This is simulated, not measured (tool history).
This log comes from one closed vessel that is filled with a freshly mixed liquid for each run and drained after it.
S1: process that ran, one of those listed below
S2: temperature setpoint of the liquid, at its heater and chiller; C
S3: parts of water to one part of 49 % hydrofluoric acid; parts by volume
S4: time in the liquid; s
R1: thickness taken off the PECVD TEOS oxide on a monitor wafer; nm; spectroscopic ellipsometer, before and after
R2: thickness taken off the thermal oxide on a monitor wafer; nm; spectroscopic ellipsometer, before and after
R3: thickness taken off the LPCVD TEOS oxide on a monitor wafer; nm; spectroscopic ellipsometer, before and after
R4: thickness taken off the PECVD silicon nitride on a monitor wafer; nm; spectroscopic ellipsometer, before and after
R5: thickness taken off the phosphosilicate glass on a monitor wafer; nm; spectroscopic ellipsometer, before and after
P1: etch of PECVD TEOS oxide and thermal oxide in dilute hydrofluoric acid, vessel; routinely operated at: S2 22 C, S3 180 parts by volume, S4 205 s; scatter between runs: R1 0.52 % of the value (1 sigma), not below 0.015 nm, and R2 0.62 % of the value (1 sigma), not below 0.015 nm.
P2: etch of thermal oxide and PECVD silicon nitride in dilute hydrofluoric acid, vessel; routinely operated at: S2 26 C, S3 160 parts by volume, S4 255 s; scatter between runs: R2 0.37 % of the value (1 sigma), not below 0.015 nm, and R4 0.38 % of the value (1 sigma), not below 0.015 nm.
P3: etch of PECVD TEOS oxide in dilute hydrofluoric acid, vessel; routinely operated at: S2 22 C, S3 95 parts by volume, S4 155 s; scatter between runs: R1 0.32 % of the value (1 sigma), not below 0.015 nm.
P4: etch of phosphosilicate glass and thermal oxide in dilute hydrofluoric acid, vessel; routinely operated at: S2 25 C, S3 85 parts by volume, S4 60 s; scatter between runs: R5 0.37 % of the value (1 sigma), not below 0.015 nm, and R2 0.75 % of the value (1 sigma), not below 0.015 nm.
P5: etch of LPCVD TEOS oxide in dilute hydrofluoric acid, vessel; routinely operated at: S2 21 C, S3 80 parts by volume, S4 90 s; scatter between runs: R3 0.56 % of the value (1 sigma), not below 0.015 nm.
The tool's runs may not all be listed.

run 1 hour=12.4 | S1=P1 S2=22 S3=180 S4=205 | R1=9.6115 R2=4.6024
run 2 hour=29.4 | S1=P5 S2=21 S3=80 S4=150 | R3=63.538
run 3 hour=38.5 | S1=P2 S2=26 S3=260 S4=255 | R2=4.2494 R4=6.447
run 4 hour=52.5 | S1=P4 S2=25 S3=20 S4=60 | R2=16.025 R5=208.4
run 5 hour=68.1 | S1=P1 S2=22 S3=180 S4=55 | R1=2.5486 R2=1.2555
run 6 hour=76.8 | S1=P1 S2=27 S3=180 S4=100 | R1=5.6038 R2=2.7201
run 7 hour=84.9 | S1=P3 S2=22 S3=20 S4=155 | R1=207.49
run 8 hour=95.3 | S1=P1 S2=22 S3=180 S4=205 | R1=9.5548 R2=4.5876
run 9 hour=112 | S1=P5 S2=21 S3=35 S4=90 | R3=91.529
run 10 hour=125.5 | S1=P5 S2=27 S3=80 S4=90 | R3=48.756
run 11 hour=142 | S1=P4 S2=25 S3=85 S4=120 | R2=6.9344 R5=90.262
run 12 hour=150.9 | S1=P1 S2=22 S3=180 S4=205 | R1=9.6333 R2=4.622
run 13 hour=166.1 | S1=P5 S2=21 S3=80 S4=90 | R3=38.249
run 14 hour=175.5 | S1=P3 S2=22 S3=95 S4=235 | R1=59.983
run 15 hour=192.5 | S1=P3 S2=17.5 S3=95 S4=155 | R1=33.044
run 16 hour=207.5 | S1=P2 S2=17.5 S3=160 S4=255 | R2=5.5351 R4=6.0396
-- hour=217.2 thermometer replaced
run 17 hour=223.9 | S1=P4 S2=25 S3=85 S4=60 | R2=3.4781 R5=44.797
run 18 hour=233.3 | S1=P1 S2=22 S3=180 S4=205 | R1=9.5021 R2=4.604
run 19 hour=242.4 | S1=P1 S2=27 S3=180 S4=205 | R1=11.522 R2=5.4407
run 20 hour=256.9 | S1=P2 S2=26 S3=160 S4=30 | R2=0.91376 R4=1.2303
run 21 hour=268.9 | S1=P1 S2=22 S3=310 S4=205 | R1=4.8631 R2=2.3569
run 22 hour=287.2 | S1=P1 S2=22 S3=60 S4=205 | R1=32.954 R2=15.848
run 23 hour=295.8 | S1=P1 S2=22 S3=180 S4=205 | R1=9.549 R2=4.5844
run 24 hour=303.8 | S1=P2 S2=26 S3=160 S4=255 | R2=7.6781 R4=10.52
run 25 hour=312.3 | S1=P1 S2=18 S3=180 S4=205 | R1=8.187 R2=3.8772
run 26 hour=322.6 | S1=P1 S2=22 S3=180 S4=205 | R1=9.5271 R2=4.5841
run 27 hour=336.5 | S1=P3 S2=22 S3=95 S4=155 | R1=39.659
run 28 hour=348.4 | S1=P1 S2=22 S3=180 S4=355 | R1=16.596 R2=7.9174
run 29 hour=367 | S1=P1 S2=17 S3=180 S4=30 | R1=1.1359 R2=0.54773
run 30 hour=379.4 | S1=P2 S2=26 S3=160 S4=255 | R2=7.6866 R4=10.427
run 31 hour=391.7 | S1=P3 S2=22 S3=95 S4=155 | R1=39.773
run 32 hour=408.9 | S1=P4 S2=19 S3=85 S4=60 | R2=2.7344 R5=35.115
run 33 hour=421.7 | S1=P1 S2=22 S3=180 S4=205 | R1=9.4916 R2=4.6212
run 34 hour=434.5 | S1=P1 S2=22 S3=180 S4=205 | R1=9.363 R2=4.4945
run 35 hour=452.6 | S1=P1 S2=22 S3=180 S4=205 | R1=9.152 R2=4.426
run 36 hour=461 | S1=P1 S2=22 S3=180 S4=205 | R1=9.121 R2=4.3484
run 37 hour=472.6 | S1=P1 S2=22 S3=180 S4=205 | R1=9.1133 R2=4.4021
run 38 hour=483.7 | S1=P1 S2=22 S3=180 S4=205 | R1=9.0344 R2=4.327
run 39 hour=493.6 | S1=P1 S2=22 S3=180 S4=205 | R1=9.0464 R2=4.3404
run 40 hour=506 | S1=P1 S2=22 S3=180 S4=205 | R1=9.0533 R2=4.3666
run 41 hour=516.7 | S1=P1 S2=22 S3=180 S4=205 | R1=9.0392 R2=4.3372

What P1 gives has crept away from where it was. These 2 causes fit the log equally well, each at the size given:
A: liquid colder than its thermometer reads (K) = 1.41
B: hydrofluoric acid flow below the setpoint (%) = 4.43
Onset of the creep was near hour 421.7.

Consider the 4 single-wafer check runs listed below, results given as question marks: which one distinguishes between the causes by giving clearly different results for each?
run check 1 hour=527.4 | S1=P2 S2=26 S3=160 S4=255 | R2=? R4=?
run check 2 hour=527.4 | S1=P4 S2=25 S3=85 S4=60 | R2=? R5=?
run check 3 hour=527.4 | S1=P5 S2=21 S3=80 S4=90 | R3=?
run check 4 hour=527.4 | S1=P3 S2=22 S3=95 S4=155 | R1=?

Predicted outcomes, by check and by cause:
check=check_1 result=R2 if_A=7.3127 if_B=7.3036
check=check_1 result=R4 if_A=9.5757 if_B=10.009
check=check_2 result=R2 if_A=3.277 if_B=3.2966
check=check_2 result=R5 if_A=42.501 if_B=42.755
check=check_3 result=R3 if_A=36.072 if_B=36.392
check=check_4 result=R1 if_A=37.519 if_B=37.783
Per check, the gap between the least separated pair of causes, taken in the result that splits them most: check 1 4.43 %; check 2 0.6 %; check 3 0.88 %; check 4 0.7 %
Only check 1 tells the causes apart: in the others they would give nearly the same result.

Check 1 was then run and gave: R2 7.3014 nm; R4 9.5532 nm. Which cause is it?

A is the cause: liquid colder than its thermometer reads (K).
